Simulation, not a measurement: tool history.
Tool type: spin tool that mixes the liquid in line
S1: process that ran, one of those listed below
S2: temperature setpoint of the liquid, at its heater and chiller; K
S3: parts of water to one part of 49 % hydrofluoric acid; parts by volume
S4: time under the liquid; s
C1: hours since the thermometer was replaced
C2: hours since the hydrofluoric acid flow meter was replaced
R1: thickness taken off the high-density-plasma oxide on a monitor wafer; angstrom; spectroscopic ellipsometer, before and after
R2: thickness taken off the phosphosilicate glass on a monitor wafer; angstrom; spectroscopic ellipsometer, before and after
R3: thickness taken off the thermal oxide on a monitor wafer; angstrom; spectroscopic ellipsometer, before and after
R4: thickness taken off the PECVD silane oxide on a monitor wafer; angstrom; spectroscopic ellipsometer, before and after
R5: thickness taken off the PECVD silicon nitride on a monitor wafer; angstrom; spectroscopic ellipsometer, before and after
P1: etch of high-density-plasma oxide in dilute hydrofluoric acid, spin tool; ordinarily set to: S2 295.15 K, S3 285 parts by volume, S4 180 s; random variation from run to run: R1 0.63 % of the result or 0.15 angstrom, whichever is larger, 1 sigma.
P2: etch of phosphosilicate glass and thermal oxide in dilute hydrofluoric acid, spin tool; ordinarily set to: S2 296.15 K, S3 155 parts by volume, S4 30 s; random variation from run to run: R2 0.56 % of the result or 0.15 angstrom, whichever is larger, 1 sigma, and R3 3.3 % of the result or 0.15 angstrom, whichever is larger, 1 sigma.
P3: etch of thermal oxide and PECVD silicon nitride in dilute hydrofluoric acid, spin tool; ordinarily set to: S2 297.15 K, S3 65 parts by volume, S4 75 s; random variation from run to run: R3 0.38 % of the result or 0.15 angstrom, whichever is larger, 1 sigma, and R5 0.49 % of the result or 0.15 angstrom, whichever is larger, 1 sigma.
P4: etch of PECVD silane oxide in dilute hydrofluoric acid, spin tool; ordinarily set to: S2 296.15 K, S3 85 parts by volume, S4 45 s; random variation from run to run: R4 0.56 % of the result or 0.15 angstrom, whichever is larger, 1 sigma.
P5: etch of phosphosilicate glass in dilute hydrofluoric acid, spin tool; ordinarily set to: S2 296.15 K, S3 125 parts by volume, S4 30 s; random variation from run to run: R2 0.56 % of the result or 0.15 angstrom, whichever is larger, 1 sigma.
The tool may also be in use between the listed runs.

run 1 hour=16.3 | S1=P1 S2=295.15 S3=285 S4=180 | C1=1316.6 C2=1346.4 | R1=34.316
run 2 hour=27.9 | S1=P2 S2=296.15 S3=155 S4=30 | C1=1328.2 C2=1358 | R2=105.22 R3=8.2312
run 3 hour=36.4 | S1=P4 S2=304.15 S3=85 S4=45 | C1=1336.7 C2=1366.5 | R4=276.05
run 4 hour=46.2 | S1=P1 S2=295.15 S3=285 S4=180 | C1=1346.5 C2=1376.3 | R1=34.649
run 5 hour=60.8 | S1=P3 S2=297.15 S3=65 S4=120 | C1=1361.1 C2=1390.9 | R3=91.897 R5=104.14
run 6 hour=75.9 | S1=P4 S2=296.15 S3=85 S4=45 | C1=1376.2 C2=1406 | R4=205.13
run 7 hour=84.7 | S1=P3 S2=297.15 S3=110 S4=75 | C1=1385 C2=1414.8 | R3=32.524 R5=39.151
run 8 hour=99.6 | S1=P5 S2=296.15 S3=210 S4=30 | C1=1399.9 C2=1429.7 | R2=73.315
run 9 hour=115.9 | S1=P1 S2=300.15 S3=285 S4=180 | C1=1416.2 C2=1446 | R1=40.828
run 10 hour=128.4 | S1=P3 S2=297.15 S3=65 S4=75 | C1=1428.7 C2=1458.5 | R3=57.929 R5=65.468
run 11 hour=143.2 | S1=P5 S2=292.15 S3=125 S4=30 | C1=1443.5 C2=1473.3 | R2=114.96
run 12 hour=156.6 | S1=P1 S2=295.15 S3=285 S4=315 | C1=1456.9 C2=1486.7 | R1=59.561
run 13 hour=165.6 | S1=P4 S2=296.15 S3=40 S4=45 | C1=1465.9 C2=1495.7 | R4=461.21
run 14 hour=181.9 | S1=P1 S2=290.15 S3=285 S4=180 | C1=1482.2 C2=1512 | R1=28.457
run 15 hour=198.2 | S1=P1 S2=295.15 S3=285 S4=180 | C1=1498.5 C2=1528.3 | R1=34.311
run 16 hour=206.1 | S1=P1 S2=295.15 S3=430 S4=180 | C1=1506.4 C2=1536.2 | R1=19.502
run 17 hour=213.7 | S1=P3 S2=293.15 S3=65 S4=75 | C1=1514 C2=1543.8 | R3=48.623 R5=49.914
run 18 hour=226.9 | S1=P2 S2=296.15 S3=30 S4=30 | C1=1527.2 C2=1557 | R2=642.1 R3=48.99
run 19 hour=241.6 | S1=P1 S2=295.15 S3=145 S4=180 | C1=1541.9 C2=1571.7 | R1=77.101
run 20 hour=253.6 | S1=P1 S2=295.15 S3=285 S4=180 | C1=1553.9 C2=1583.7 | R1=33.771
run 21 hour=269.7 | S1=P1 S2=295.15 S3=285 S4=180 | C1=1570 C2=1599.8 | R1=34.237
run 22 hour=285.4 | S1=P1 S2=295.15 S3=285 S4=55 | C1=1585.7 C2=1615.5 | R1=10.813
run 23 hour=298.7 | S1=P2 S2=290.15 S3=155 S4=30 | C1=1599 C2=1628.8 | R2=82.882 R3=5.9104
run 24 hour=311.8 | S1=P5 S2=296.15 S3=125 S4=45 | C1=1612.1 C2=1641.9 | R2=200.18
run 25 hour=322 | S1=P1 S2=302.15 S3=70 S4=180 | C1=1622.3 C2=1652.1 | R1=231.75
run 26 hour=333.7 | S1=P2 S2=296.15 S3=155 S4=15 | C1=1634 C2=1663.8 | R2=53.598 R3=4.1223
run 27 hour=346.5 | S1=P1 S2=295.15 S3=285 S4=180 | C1=1646.8 C2=1676.6 | R1=33.748
run 28 hour=357.3 | S1=P2 S2=296.15 S3=155 S4=30 | C1=1657.6 C2=1687.4 | R2=107.54 R3=8.5714
run 29 hour=367.1 | S1=P4 S2=296.15 S3=85 S4=15 | C1=1667.4 C2=1697.2 | R4=68.134
run 30 hour=376.2 | S1=P5 S2=296.15 S3=125 S4=30 | C1=1676.5 C2=1706.3 | R2=134.29

Run 31, settings as shown, results not yet in. Your forecast:
run 31 hour=385.1 | S1=P1 S2=295.15 S3=285 S4=180 | C1=1685.4 C2=1715.2 | R1=?

Run 31 produced R1 33.704 angstrom.

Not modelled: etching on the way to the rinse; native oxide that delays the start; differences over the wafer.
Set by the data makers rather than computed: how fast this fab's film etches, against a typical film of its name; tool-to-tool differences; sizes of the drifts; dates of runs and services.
